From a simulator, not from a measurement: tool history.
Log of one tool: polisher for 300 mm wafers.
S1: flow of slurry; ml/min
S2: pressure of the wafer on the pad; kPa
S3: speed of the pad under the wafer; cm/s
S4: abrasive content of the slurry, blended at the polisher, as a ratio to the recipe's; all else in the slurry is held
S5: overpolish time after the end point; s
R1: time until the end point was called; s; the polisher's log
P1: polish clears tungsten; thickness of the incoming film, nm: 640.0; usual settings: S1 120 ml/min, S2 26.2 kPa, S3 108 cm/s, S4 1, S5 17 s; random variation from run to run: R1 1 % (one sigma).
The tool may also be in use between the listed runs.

run	hour	S1	S2	S3	S4	S5	R1
1	12.8	120	26.2	108	1	17	120.54
2	21.5	120	26.2	108	1	7	120.11
3	36.4	180	35.9	108	1	17	83.131
4	52	120	26.2	108	1	17	122.25
5	61.2	120	37.2	108	1	17	84.636
6	68.3	120	12.4	108	1	17	254.51
7	79.8	120	26.2	108	1	33	120.12
8	95.9	120	26.2	108	1	17	119.88
9	103.4	160	26.2	108	1	17	115.13
10	110.8	120	26.2	108	1.5	17	111.28
11	122.8	120	26.2	108	0.5	17	143.03
12	136.1	120	26.2	108	1	17	120.97
13	144.4	120	26.2	164	1	17	80.401
14	152.7	70	26.2	108	1	17	139.72
15	164.8	120	26.2	48	1	17	272.02
16	180.4	120	26.2	108	1	17	119.81
17	188.3	120	26.2	108	1	17	120.83

Run 18 comes next. What will it give?
18	200.2	120	26.2	108	1	17	?

{"run 18": {"R1": 126.36}}
